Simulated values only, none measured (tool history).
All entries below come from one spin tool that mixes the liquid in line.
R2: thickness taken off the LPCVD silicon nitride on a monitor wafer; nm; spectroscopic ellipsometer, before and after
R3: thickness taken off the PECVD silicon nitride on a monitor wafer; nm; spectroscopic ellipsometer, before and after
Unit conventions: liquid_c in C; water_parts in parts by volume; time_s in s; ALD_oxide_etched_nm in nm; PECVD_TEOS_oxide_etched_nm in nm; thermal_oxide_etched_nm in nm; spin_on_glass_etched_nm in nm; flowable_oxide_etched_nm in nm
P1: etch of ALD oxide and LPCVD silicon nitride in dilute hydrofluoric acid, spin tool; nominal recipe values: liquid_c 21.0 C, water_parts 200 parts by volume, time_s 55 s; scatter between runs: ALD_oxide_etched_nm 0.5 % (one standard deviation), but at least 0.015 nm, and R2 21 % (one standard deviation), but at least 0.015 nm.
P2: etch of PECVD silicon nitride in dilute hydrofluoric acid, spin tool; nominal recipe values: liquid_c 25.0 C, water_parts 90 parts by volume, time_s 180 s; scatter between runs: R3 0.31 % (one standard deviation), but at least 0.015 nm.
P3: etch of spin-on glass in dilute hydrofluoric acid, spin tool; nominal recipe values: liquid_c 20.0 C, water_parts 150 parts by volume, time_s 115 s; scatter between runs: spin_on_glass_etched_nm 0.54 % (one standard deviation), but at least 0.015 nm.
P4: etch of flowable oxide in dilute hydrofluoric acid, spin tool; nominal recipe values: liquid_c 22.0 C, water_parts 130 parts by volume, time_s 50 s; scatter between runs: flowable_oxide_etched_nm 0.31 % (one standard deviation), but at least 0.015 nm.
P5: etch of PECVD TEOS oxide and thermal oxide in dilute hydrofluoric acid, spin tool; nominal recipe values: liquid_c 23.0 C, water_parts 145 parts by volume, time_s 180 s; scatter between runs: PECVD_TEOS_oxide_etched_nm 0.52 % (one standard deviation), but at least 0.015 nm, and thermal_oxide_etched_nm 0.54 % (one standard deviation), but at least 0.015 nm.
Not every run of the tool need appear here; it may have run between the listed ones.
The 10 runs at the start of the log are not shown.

run 11 hour=51.9 | process=P1 liquid_c=21.0 water_parts=35 time_s=55 | ALD_oxide_etched_nm=48.4160 R2=0.707130
run 12 hour=58.2 | process=P1 liquid_c=21.0 water_parts=200 time_s=55 | ALD_oxide_etched_nm=7.0218 R2=0.132470
run 13 hour=65.2 | process=P4 liquid_c=26.5 water_parts=130 time_s=50 | flowable_oxide_etched_nm=14.2990
run 14 hour=69.5 | process=P3 liquid_c=20.0 water_parts=150 time_s=180 | spin_on_glass_etched_nm=48.464
run 15 hour=73.6 | process=P2 liquid_c=25.0 water_parts=90 time_s=50 | R3=2.4777
run 16 hour=80.3 | process=P3 liquid_c=28.5 water_parts=150 time_s=115 | spin_on_glass_etched_nm=42.742
run 17 hour=85.0 | process=P1 liquid_c=27.5 water_parts=135 time_s=55 | ALD_oxide_etched_nm=14.4040 R2=0.106630
run 18 hour=90.6 | process=P3 liquid_c=20.0 water_parts=80 time_s=115 | spin_on_glass_etched_nm=63.114
run 19 hour=97.6 | process=P4 liquid_c=22.0 water_parts=130 time_s=50 | flowable_oxide_etched_nm=11.9940
run 20 hour=103.9 | process=P4 liquid_c=22.0 water_parts=130 time_s=15 | flowable_oxide_etched_nm=3.5539
run 21 hour=109.5 | process=P1 liquid_c=21.0 water_parts=200 time_s=55 | ALD_oxide_etched_nm=7.0867 R2=0.116760

Forecast run 22:
run 22 hour=116.3 | process=P1 liquid_c=26.0 water_parts=200 time_s=95 | ALD_oxide_etched_nm=? R2=?

ALD_oxide_etched_nm: 14.5840 nm
R2: 0.388130 nm

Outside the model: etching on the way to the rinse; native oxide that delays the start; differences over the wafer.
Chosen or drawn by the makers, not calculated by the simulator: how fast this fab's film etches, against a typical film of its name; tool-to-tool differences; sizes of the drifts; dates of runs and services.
